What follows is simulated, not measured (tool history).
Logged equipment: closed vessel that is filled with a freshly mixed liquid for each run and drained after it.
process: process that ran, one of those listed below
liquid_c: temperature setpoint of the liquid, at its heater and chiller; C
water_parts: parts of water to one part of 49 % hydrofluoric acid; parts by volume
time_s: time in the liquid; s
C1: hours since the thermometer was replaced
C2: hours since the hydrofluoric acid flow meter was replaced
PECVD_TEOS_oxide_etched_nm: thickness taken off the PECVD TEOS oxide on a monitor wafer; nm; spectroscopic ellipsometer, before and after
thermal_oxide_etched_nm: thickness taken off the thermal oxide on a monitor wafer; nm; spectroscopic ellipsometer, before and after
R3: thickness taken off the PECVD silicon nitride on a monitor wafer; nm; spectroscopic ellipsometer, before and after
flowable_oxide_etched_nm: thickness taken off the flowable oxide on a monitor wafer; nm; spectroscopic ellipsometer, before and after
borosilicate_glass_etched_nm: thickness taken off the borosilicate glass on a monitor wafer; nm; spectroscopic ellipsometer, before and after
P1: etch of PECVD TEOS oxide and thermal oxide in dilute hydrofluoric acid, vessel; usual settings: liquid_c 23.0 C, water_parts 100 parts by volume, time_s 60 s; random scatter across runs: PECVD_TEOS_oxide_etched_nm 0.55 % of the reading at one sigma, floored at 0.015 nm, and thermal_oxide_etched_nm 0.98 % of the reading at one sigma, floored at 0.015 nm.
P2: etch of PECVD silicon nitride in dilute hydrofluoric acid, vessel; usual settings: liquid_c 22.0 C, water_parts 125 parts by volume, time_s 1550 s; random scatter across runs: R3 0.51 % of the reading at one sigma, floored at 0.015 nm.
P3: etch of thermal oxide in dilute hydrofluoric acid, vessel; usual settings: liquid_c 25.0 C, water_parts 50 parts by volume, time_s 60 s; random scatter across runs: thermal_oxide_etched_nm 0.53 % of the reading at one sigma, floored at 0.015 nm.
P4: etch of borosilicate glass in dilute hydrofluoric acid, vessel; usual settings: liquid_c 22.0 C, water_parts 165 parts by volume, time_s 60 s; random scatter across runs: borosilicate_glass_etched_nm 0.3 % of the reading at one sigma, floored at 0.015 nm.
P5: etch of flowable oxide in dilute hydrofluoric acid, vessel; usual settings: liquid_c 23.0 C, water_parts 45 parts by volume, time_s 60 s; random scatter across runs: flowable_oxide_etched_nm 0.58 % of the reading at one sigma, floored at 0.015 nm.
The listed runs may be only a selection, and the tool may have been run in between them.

run 1 hour=17.6 | process=P1 liquid_c=23.0 water_parts=100 time_s=60 | C1=684.6 C2=532.9 | PECVD_TEOS_oxide_etched_nm=16.0380 thermal_oxide_etched_nm=2.54930
run 2 hour=27.7 | process=P1 liquid_c=23.0 water_parts=60 time_s=60 | C1=694.7 C2=543.0 | PECVD_TEOS_oxide_etched_nm=27.6140 thermal_oxide_etched_nm=4.63750
run 3 hour=45.0 | process=P2 liquid_c=22.0 water_parts=125 time_s=1550 | C1=712.0 C2=560.3 | R3=39.234
run 4 hour=55.6 | process=P1 liquid_c=23.0 water_parts=155 time_s=30 | C1=722.6 C2=570.9 | PECVD_TEOS_oxide_etched_nm=4.7645 thermal_oxide_etched_nm=0.79543
run 5 hour=69.5 | process=P2 liquid_c=22.0 water_parts=190 time_s=1550 | C1=736.5 C2=584.8 | R3=26.116
run 6 hour=87.1 | process=P5 liquid_c=23.0 water_parts=45 time_s=115 | C1=754.1 C2=602.4 | flowable_oxide_etched_nm=85.580
run 7 hour=104.0 | process=P3 liquid_c=25.0 water_parts=50 time_s=60 | C1=771.0 C2=619.3 | thermal_oxide_etched_nm=6.16330
run 8 hour=116.1 | process=P1 liquid_c=29.0 water_parts=100 time_s=60 | C1=783.1 C2=631.4 | PECVD_TEOS_oxide_etched_nm=20.2290 thermal_oxide_etched_nm=3.29350
run 9 hour=127.2 | process=P1 liquid_c=23.0 water_parts=100 time_s=60 | C1=794.2 C2=642.5 | PECVD_TEOS_oxide_etched_nm=16.1030 thermal_oxide_etched_nm=2.63600
run 10 hour=140.2 | process=P1 liquid_c=19.5 water_parts=100 time_s=95 | C1=807.2 C2=655.5 | PECVD_TEOS_oxide_etched_nm=21.7640 thermal_oxide_etched_nm=3.53380
run 11 hour=153.1 | process=P1 liquid_c=23.0 water_parts=100 time_s=60 | C1=820.1 C2=668.4 | PECVD_TEOS_oxide_etched_nm=15.8460 thermal_oxide_etched_nm=2.58880
run 12 hour=161.3 | process=P1 liquid_c=17.0 water_parts=100 time_s=105 | C1=828.3 C2=676.6 | PECVD_TEOS_oxide_etched_nm=21.9100 thermal_oxide_etched_nm=3.58840
run 13 hour=173.5 | process=P1 liquid_c=23.0 water_parts=100 time_s=30 | C1=840.5 C2=688.8 | PECVD_TEOS_oxide_etched_nm=7.9112 thermal_oxide_etched_nm=1.28790
run 14 hour=189.2 | process=P1 liquid_c=23.0 water_parts=100 time_s=60 | C1=856.2 C2=704.5 | PECVD_TEOS_oxide_etched_nm=15.9210 thermal_oxide_etched_nm=2.57940
run 15 hour=197.2 | process=P1 liquid_c=23.0 water_parts=140 time_s=60 | C1=864.2 C2=712.5 | PECVD_TEOS_oxide_etched_nm=10.8250 thermal_oxide_etched_nm=1.75070
run 16 hour=213.9 | process=P3 liquid_c=25.0 water_parts=50 time_s=60 | C1=880.9 C2=729.2 | thermal_oxide_etched_nm=6.14280
run 17 hour=230.8 | process=P2 liquid_c=22.0 water_parts=125 time_s=860 | C1=897.8 C2=746.1 | R3=21.673
run 18 hour=247.9 | process=P4 liquid_c=17.0 water_parts=165 time_s=60 | C1=914.9 C2=763.2 | borosilicate_glass_etched_nm=14.321
run 19 hour=261.4 | process=P3 liquid_c=25.0 water_parts=20 time_s=60 | C1=928.4 C2=776.7 | thermal_oxide_etched_nm=15.99100
run 20 hour=272.5 | process=P2 liquid_c=22.0 water_parts=125 time_s=1550 | C1=939.5 C2=787.8 | R3=39.176
run 21 hour=282.1 | process=P5 liquid_c=27.0 water_parts=45 time_s=60 | C1=949.1 C2=797.4 | flowable_oxide_etched_nm=52.503
run 22 hour=296.8 | process=P1 liquid_c=17.0 water_parts=100 time_s=60 | C1=963.8 C2=812.1 | PECVD_TEOS_oxide_etched_nm=12.5100 thermal_oxide_etched_nm=2.01400
run 23 hour=305.7 | process=P3 liquid_c=29.0 water_parts=50 time_s=60 | C1=972.7 C2=821.0 | thermal_oxide_etched_nm=7.24770
run 24 hour=313.3 | process=P3 liquid_c=25.0 water_parts=50 time_s=30 | C1=980.3 C2=828.6 | thermal_oxide_etched_nm=3.05990
run 25 hour=328.1 | process=P2 liquid_c=27.5 water_parts=125 time_s=1550 | C1=995.1 C2=843.4 | R3=55.760
run 26 hour=339.1 | process=P4 liquid_c=22.0 water_parts=165 time_s=35 | C1=1006.1 C2=854.4 | borosilicate_glass_etched_nm=10.157
run 27 hour=352.8 | process=P4 liquid_c=22.0 water_parts=165 time_s=60 | C1=1019.8 C2=868.1 | borosilicate_glass_etched_nm=17.494
run 28 hour=370.5 | process=P1 liquid_c=23.0 water_parts=100 time_s=100 | C1=1037.5 C2=885.8 | PECVD_TEOS_oxide_etched_nm=26.3640 thermal_oxide_etched_nm=4.30270
run 29 hour=382.6 | process=P5 liquid_c=23.0 water_parts=60 time_s=60 | C1=1049.6 C2=897.9 | flowable_oxide_etched_nm=33.208
run 30 hour=397.9 | process=P5 liquid_c=23.0 water_parts=45 time_s=60 | C1=1064.9 C2=913.2 | flowable_oxide_etched_nm=45.062
run 31 hour=413.0 | process=P4 liquid_c=22.0 water_parts=90 time_s=60 | C1=1080.0 C2=928.3 | borosilicate_glass_etched_nm=34.732
run 32 hour=420.6 | process=P1 liquid_c=23.0 water_parts=100 time_s=60 | C1=1087.6 C2=935.9 | PECVD_TEOS_oxide_etched_nm=16.0500 thermal_oxide_etched_nm=2.65340
run 33 hour=431.8 | process=P1 liquid_c=23.0 water_parts=100 time_s=60 | C1=1098.8 C2=947.1 | PECVD_TEOS_oxide_etched_nm=16.3740 thermal_oxide_etched_nm=2.63040
run 34 hour=444.7 | process=P1 liquid_c=23.0 water_parts=100 time_s=60 | C1=1111.7 C2=960.0 | PECVD_TEOS_oxide_etched_nm=16.6440 thermal_oxide_etched_nm=2.68080
run 35 hour=458.0 | process=P1 liquid_c=23.0 water_parts=100 time_s=60 | C1=1125.0 C2=973.3 | PECVD_TEOS_oxide_etched_nm=16.8530 thermal_oxide_etched_nm=2.75190
run 36 hour=466.8 | process=P1 liquid_c=23.0 water_parts=100 time_s=60 | C1=1133.8 C2=982.1 | PECVD_TEOS_oxide_etched_nm=17.2430 thermal_oxide_etched_nm=2.80770
run 37 hour=477.0 | process=P1 liquid_c=23.0 water_parts=100 time_s=60 | C1=1144.0 C2=992.3 | PECVD_TEOS_oxide_etched_nm=17.2010 thermal_oxide_etched_nm=2.79580
run 38 hour=485.6 | process=P1 liquid_c=23.0 water_parts=100 time_s=60 | C1=1152.6 C2=1000.9 | PECVD_TEOS_oxide_etched_nm=17.3320 thermal_oxide_etched_nm=2.83620
run 39 hour=497.4 | process=P1 liquid_c=23.0 water_parts=100 time_s=60 | C1=1164.4 C2=1012.7 | PECVD_TEOS_oxide_etched_nm=17.5150 thermal_oxide_etched_nm=2.87580
run 40 hour=514.7 | process=P1 liquid_c=23.0 water_parts=100 time_s=60 | C1=1181.7 C2=1030.0 | PECVD_TEOS_oxide_etched_nm=17.5650 thermal_oxide_etched_nm=2.78460
run 41 hour=530.6 | process=P1 liquid_c=23.0 water_parts=100 time_s=60 | C1=1197.6 C2=1045.9 | PECVD_TEOS_oxide_etched_nm=17.3460 thermal_oxide_etched_nm=2.87650
run 42 hour=548.0 | process=P1 liquid_c=23.0 water_parts=100 time_s=60 | C1=1215.0 C2=1063.3 | PECVD_TEOS_oxide_etched_nm=17.5270 thermal_oxide_etched_nm=2.88630
run 43 hour=558.5 | process=P1 liquid_c=23.0 water_parts=100 time_s=60 | C1=1225.5 C2=1073.8 | PECVD_TEOS_oxide_etched_nm=17.4110 thermal_oxide_etched_nm=2.79980

P1 has crept away from where it was. The log is fitted equally well by each of these 2 causes, at the sizes shown:
A: liquid hotter than its thermometer reads (K) = 2.34
B: hydrofluoric acid flow above the setpoint (%) = 8.64
The process output started creeping at around hour 420.6.

The check runs listed below each take one wafer, and their results are still question marks. Under which run would the listed causes lead to clearly different results?
run check 1 hour=569.0 | process=P2 liquid_c=22.0 water_parts=125 time_s=1550 | R3=?
run check 2 hour=569.0 | process=P3 liquid_c=25.0 water_parts=50 time_s=60 | thermal_oxide_etched_nm=?
run check 3 hour=569.0 | process=P4 liquid_c=22.0 water_parts=165 time_s=60 | borosilicate_glass_etched_nm=?
run check 4 hour=569.0 | process=P5 liquid_c=23.0 water_parts=45 time_s=60 | flowable_oxide_etched_nm=?

Predicted outcomes, by check and by cause:
check=check_1 result=R3 if_A=45.628 if_B=42.447
check=check_2 result=thermal_oxide_etched_nm if_A=6.75820 if_B=6.71580
check=check_3 result=borosilicate_glass_etched_nm if_A=19.065 if_B=19.213
check=check_4 result=flowable_oxide_etched_nm if_A=49.232 if_B=48.791
Per-check spread between the two closest causes, in the result where they differ most: check 1 7.23 %; check 2 0.63 %; check 3 0.77 %; check 4 0.9 %
The causes can be told apart only by check 1. The other checks would give nearly the same results under each of them.

Check 1 was then run and gave: R3 46.160 nm. Which cause is it?

The cause is A: liquid hotter than its thermometer reads (K).
